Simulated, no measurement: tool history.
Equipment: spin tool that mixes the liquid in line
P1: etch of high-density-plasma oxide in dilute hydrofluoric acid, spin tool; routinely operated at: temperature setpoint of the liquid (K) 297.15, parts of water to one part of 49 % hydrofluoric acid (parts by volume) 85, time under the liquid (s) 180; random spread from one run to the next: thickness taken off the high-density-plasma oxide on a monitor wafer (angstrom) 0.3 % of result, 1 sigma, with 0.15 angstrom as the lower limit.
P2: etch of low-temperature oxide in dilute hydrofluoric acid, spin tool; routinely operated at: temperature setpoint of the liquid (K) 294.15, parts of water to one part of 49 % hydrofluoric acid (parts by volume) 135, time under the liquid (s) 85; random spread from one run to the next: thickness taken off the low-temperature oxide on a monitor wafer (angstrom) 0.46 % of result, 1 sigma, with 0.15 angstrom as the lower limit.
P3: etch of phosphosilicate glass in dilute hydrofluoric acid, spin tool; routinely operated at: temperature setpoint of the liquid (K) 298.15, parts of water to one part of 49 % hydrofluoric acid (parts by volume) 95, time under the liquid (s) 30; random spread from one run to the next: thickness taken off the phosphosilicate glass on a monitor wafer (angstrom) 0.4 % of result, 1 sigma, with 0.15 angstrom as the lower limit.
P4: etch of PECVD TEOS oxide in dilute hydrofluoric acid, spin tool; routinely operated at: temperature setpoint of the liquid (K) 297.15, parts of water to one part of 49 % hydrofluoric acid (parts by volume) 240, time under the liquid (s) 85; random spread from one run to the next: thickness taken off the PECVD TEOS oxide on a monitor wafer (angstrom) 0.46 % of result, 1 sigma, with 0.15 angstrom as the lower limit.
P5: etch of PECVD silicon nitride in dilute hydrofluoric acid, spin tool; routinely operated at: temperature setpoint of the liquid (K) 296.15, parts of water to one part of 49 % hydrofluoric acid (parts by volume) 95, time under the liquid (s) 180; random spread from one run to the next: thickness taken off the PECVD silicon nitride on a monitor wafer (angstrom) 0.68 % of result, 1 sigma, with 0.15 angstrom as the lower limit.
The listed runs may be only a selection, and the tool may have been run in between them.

run	hour	process that ran	temperature setpoint of the liquid (K)	parts of water to one part of 49 % hydrofluoric acid (parts by volume)	time under the liquid (s)	thickness taken off the high-density-plasma oxide on a monitor wafer (angstrom)	thickness taken off the low-temperature oxide on a monitor wafer (angstrom)	thickness taken off the PECVD TEOS oxide on a monitor wafer (angstrom)	thickness taken off the phosphosilicate glass on a monitor wafer (angstrom)	thickness taken off the PECVD silicon nitride on a monitor wafer (angstrom)
1	7.5	P1	297.15	85	180	112.690				
2	14.7	P2	290.15	135	85		164.010			
3	29.4	P1	297.15	85	35	21.895				
4	43.7	P1	297.15	85	180	111.780				
5	58.2	P2	294.15	135	85		194.020			
6	70.0	P4	290.15	240	85			65.695		
7	80.4	P1	297.15	150	180	58.837				
8	88.4	P3	298.15	170	30				193.20	
9	99.3	P1	297.15	85	180	112.520				
10	111.2	P1	297.15	85	180	112.720				
11	124.5	P1	297.15	85	180	112.150				
12	136.8	P5	296.15	95	180					43.070
13	149.9	P4	297.15	240	125			126.120		
14	161.8	P3	293.15	95	30				311.00	
15	169.6	P3	298.15	95	30				381.27	
16	176.2	P1	297.15	30	340	649.020				
17	188.7	P3	298.15	95	60				757.51	
18	197.1	P1	300.65	85	180	129.040				
19	205.5	P4	297.15	240	85			85.701		
20	219.4	P5	296.15	20	180					194.110
21	225.9	P1	297.15	85	180	112.470				
22	239.1	P1	297.15	85	300	187.280				
# hour 246.7: hydrofluoric acid flow meter replaced
23	249.8	P5	296.15	95	340					80.591
24	259.8	P1	297.15	45	180	224.050				
25	270.7	P5	300.65	95	180					57.925
26	278.9	P2	294.15	135	30		68.337			
27	285.5	P5	296.15	95	180					42.768
28	298.9	P2	294.15	235	85		100.270			
29	311.2	P1	290.15	85	180	84.392				
30	323.4	P4	297.15	420	85			41.244		
31	335.2	P1	297.15	85	180	112.530				
32	345.7	P1	297.15	85	180	110.170				
33	358.3	P1	297.15	85	180	107.870				
34	372.1	P1	297.15	85	180	107.440				
35	384.6	P1	297.15	85	180	106.420				
36	396.1	P1	297.15	85	180	106.180				
37	408.9	P1	297.15	85	180	105.490				
38	418.7	P1	297.15	85	180	105.390				

The log shows P1 creeping away from where it was. Any of the 2 causes listed here, at the size stated for it, fits the log just as well as the others:
A: liquid colder than its thermometer reads (K) = 1.56
B: hydrofluoric acid flow below the setpoint (%) = 5.48
The onset of the drift is placed at about hour 335.2.

Listed below are the offered check runs, one wafer per run, with question marks in place of results. For which of them would the causes give clearly different outcomes?
check 1	428.5	P3	298.15	140	50				?	
check 2	428.5	P2	294.15	215	35		?			
check 3	428.5	P4	291.15	240	85			?		
check 4	428.5	P5	296.15	20	180					?

Expected result of each check under each candidate cause:
check	result	if A	if B
check 1	thickness taken off the phosphosilicate glass on a monitor wafer (angstrom)	382.68	380.38
check 2	thickness taken off the low-temperature oxide on a monitor wafer (angstrom)	43.542	43.150
check 3	thickness taken off the PECVD TEOS oxide on a monitor wafer (angstrom)	64.370	63.856
check 4	thickness taken off the PECVD silicon nitride on a monitor wafer (angstrom)	175.120	184.940
Smallest distance between any two causes, each pair judged by its most separating result, in per cent: check 1 0.6 %; check 2 0.91 %; check 3 0.8 %; check 4 5.46 %
Only check 4 tells the causes apart: in the others they would give nearly the same result.

Running check 4 produced the following: thickness taken off the PECVD silicon nitride on a monitor wafer (angstrom) 176.800. Which one of the listed causes fits?

A is the cause: liquid colder than its thermometer reads (K).
